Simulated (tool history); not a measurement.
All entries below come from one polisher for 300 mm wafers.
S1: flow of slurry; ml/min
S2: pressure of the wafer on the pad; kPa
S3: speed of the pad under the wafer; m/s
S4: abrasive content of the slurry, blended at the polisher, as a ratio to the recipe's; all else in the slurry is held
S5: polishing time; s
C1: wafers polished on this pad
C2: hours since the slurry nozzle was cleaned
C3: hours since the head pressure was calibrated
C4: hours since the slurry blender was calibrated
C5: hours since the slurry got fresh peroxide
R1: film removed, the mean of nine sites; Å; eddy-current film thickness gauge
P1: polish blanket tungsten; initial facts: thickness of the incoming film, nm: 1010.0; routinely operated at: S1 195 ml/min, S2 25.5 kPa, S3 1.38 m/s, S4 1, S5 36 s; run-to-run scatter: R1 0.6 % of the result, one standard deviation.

Run 1, hour 10.7: S1 195 ml/min, S2 25.5 kPa, S3 1.38 m/s, S4 1, S5 36 s; C1 571; C2 359.6; C3 207.3; C4 225.6; C5 117.7. Result: R1 2432.5 Å.
Run 2, hour 17.9: S1 195 ml/min, S2 13.8 kPa, S3 1.38 m/s, S4 1, S5 36 s; C1 662; C2 366.8; C3 214.5; C4 232.8; C5 124.9. Result: R1 1326.2 Å.
Run 3, hour 26: S1 195 ml/min, S2 25.5 kPa, S3 1.38 m/s, S4 1, S5 36 s; C1 764; C2 374.9; C3 222.6; C4 240.9; C5 133. Result: R1 2458.5 Å.
At hour 32.8: slurry nozzle cleaned.
Run 4, hour 33.8: S1 195 ml/min, S2 25.5 kPa, S3 1.38 m/s, S4 1, S5 36 s; C1 862; C2 1.1; C3 230.4; C4 248.7; C5 140.8. Result: R1 2435.7 Å.
Run 5, hour 39: S1 195 ml/min, S2 25.5 kPa, S3 1.38 m/s, S4 1.45, S5 36 s; C1 927; C2 6.3; C3 235.6; C4 253.9; C5 146. Result: R1 2659.3 Å.
Run 6, hour 50.6: S1 195 ml/min, S2 40.7 kPa, S3 1.38 m/s, S4 1, S5 36 s; C1 1073; C2 17.9; C3 247.2; C4 265.5; C5 157.6. Result: R1 3847.9 Å.
Run 7, hour 61.6: S1 195 ml/min, S2 25.5 kPa, S3 2.02 m/s, S4 1, S5 36 s; C1 1212; C2 28.9; C3 258.2; C4 276.5; C5 168.6. Result: R1 3556.5 Å.
Run 8, hour 69.3: S1 195 ml/min, S2 25.5 kPa, S3 1.38 m/s, S4 1, S5 36 s; C1 1309; C2 36.6; C3 265.9; C4 284.2; C5 176.3. Result: R1 2439.3 Å.
Run 9, hour 75.1: S1 195 ml/min, S2 25.5 kPa, S3 0.76 m/s, S4 1, S5 36 s; C1 1382; C2 42.4; C3 271.7; C4 290; C5 182.1. Result: R1 1344.3 Å.
Run 10, hour 80.2: S1 195 ml/min, S2 25.5 kPa, S3 1.38 m/s, S4 1, S5 17 s; C1 1446; C2 47.5; C3 276.8; C4 295.1; C5 187.2. Result: R1 1147.5 Å.
Run 11, hour 85.8: S1 195 ml/min, S2 25.5 kPa, S3 1.38 m/s, S4 1, S5 55 s; C1 1517; C2 53.1; C3 282.4; C4 300.7; C5 192.8. Result: R1 3720.7 Å.
Run 12, hour 93.4: S1 270 ml/min, S2 25.5 kPa, S3 1.38 m/s, S4 1, S5 36 s; C1 1612; C2 60.7; C3 290; C4 308.3; C5 200.4. Result: R1 2554.1 Å.
Run 13, hour 100.3: S1 125 ml/min, S2 25.5 kPa, S3 1.38 m/s, S4 0.55, S5 36 s; C1 1699; C2 67.6; C3 296.9; C4 315.2; C5 207.3. Result: R1 1973.5 Å.
Run 14, hour 110.3: S1 195 ml/min, S2 25.5 kPa, S3 1.38 m/s, S4 0.5, S5 36 s; C1 1825; C2 77.6; C3 306.9; C4 325.2; C5 217.3. Result: R1 2108.1 Å.
Run 15, hour 116: S1 115 ml/min, S2 25.5 kPa, S3 1.38 m/s, S4 1, S5 36 s; C1 1897; C2 83.3; C3 312.6; C4 330.9; C5 223. Result: R1 2234.4 Å.
Run 16, hour 126: S1 195 ml/min, S2 25.5 kPa, S3 1.38 m/s, S4 1, S5 36 s; C1 2023; C2 93.3; C3 322.6; C4 340.9; C5 233. Result: R1 2444.7 Å.
Run 17, hour 134.1: S1 195 ml/min, S2 25.5 kPa, S3 1.38 m/s, S4 1, S5 36 s; C1 2125; C2 101.4; C3 330.7; C4 349; C5 241.1. Result: R1 2437.5 Å.
Run 18, hour 142.7: S1 195 ml/min, S2 25.5 kPa, S3 1.38 m/s, S4 1, S5 36 s; C1 2233; C2 110; C3 339.3; C4 357.6; C5 249.7. Result: R1 2348 Å.
Run 19, hour 151: S1 195 ml/min, S2 25.5 kPa, S3 1.38 m/s, S4 1, S5 36 s; C1 2338; C2 118.3; C3 347.6; C4 365.9; C5 258. Result: R1 2301.6 Å.
At hour 155: slurry tank refilled with fresh slurry and peroxide.
Run 20, hour 158.2: S1 195 ml/min, S2 25.5 kPa, S3 1.38 m/s, S4 1, S5 36 s; C1 2428; C2 125.5; C3 354.8; C4 373.1; C5 3.2. Result: R1 2262.9 Å.
At hour 159.4: worn pad replaced by a new one.
Run 21, hour 163.6: S1 195 ml/min, S2 25.5 kPa, S3 1.38 m/s, S4 1, S5 36 s; C1 53; C2 130.9; C3 360.2; C4 378.5; C5 8.6. Result: R1 2265.2 Å.
At hour 165.8: head pressure recalibrated.
Run 22, hour 169.5: S1 195 ml/min, S2 25.5 kPa, S3 1.38 m/s, S4 1, S5 36 s; C1 127; C2 136.8; C3 3.8; C4 384.4; C5 14.5. Result: R1 2275.6 Å.
Run 23, hour 177.9: S1 195 ml/min, S2 25.5 kPa, S3 1.38 m/s, S4 1, S5 36 s; C1 233; C2 145.2; C3 12.2; C4 392.8; C5 22.9. Result: R1 2284.9 Å.

The log shows P1 creeping away from where it was. Any of the 2 causes listed here, at the size stated for it, fits the log just as well as the others:
A: slurry flow missing at the pad, % = 36.6
B: abrasive missing from the slurry, % = 27.9
The process output started creeping at around hour 134.1.
Excluded causes, each with its reason:
removal rate lost through wear of the pad, %: was serviced at hour 159.4, once the creep was under way, yet the earlier output never came back
head's pressure below its setpoint, %: was serviced at hour 165.8, once the creep was under way, yet the earlier output never came back
peroxide lost from the slurry, %: was serviced at hour 155, once the creep was under way, yet the earlier output never came back

Which of the check runs below tells the causes apart, meaning the causes would give it clearly different results? Each run uses 2 wafers whose results are averaged, and each result is shown as a question mark.
Run check 1, hour 186.3: S1 195 ml/min, S2 14.5 kPa, S3 1.38 m/s, S4 0.55, S5 36 s. Result: R1 ?.
Run check 2, hour 186.3: S1 195 ml/min, S2 25.5 kPa, S3 1.38 m/s, S4 0.5, S5 36 s. Result: R1 ?.
Run check 3, hour 186.3: S1 125 ml/min, S2 25.5 kPa, S3 1.38 m/s, S4 1, S5 53 s. Result: R1 ?.
Run check 4, hour 186.3: S1 195 ml/min, S2 25.5 kPa, S3 1 m/s, S4 1.45, S5 36 s. Result: R1 ?.

How each check would come out, cause by cause:
  check  result    if A    if B
check 1      R1  1120.5  1126.1
check 2      R1  1933.1  1944.3
check 3      R1  2981.3  3096.6
check 4      R1  1794.5    1790
Per check, the gap between the least separated pair of causes, taken in the result that splits them most: check 1 0.5 %; check 2 0.58 %; check 3 3.79 %; check 4 0.25 %
Check 3 tells the causes apart: in the others they would give nearly the same result.

The results of check 3 are: R1 3117.4 Å. Based on these, which of the listed causes is it?

It is B: abrasive missing from the slurry, %.
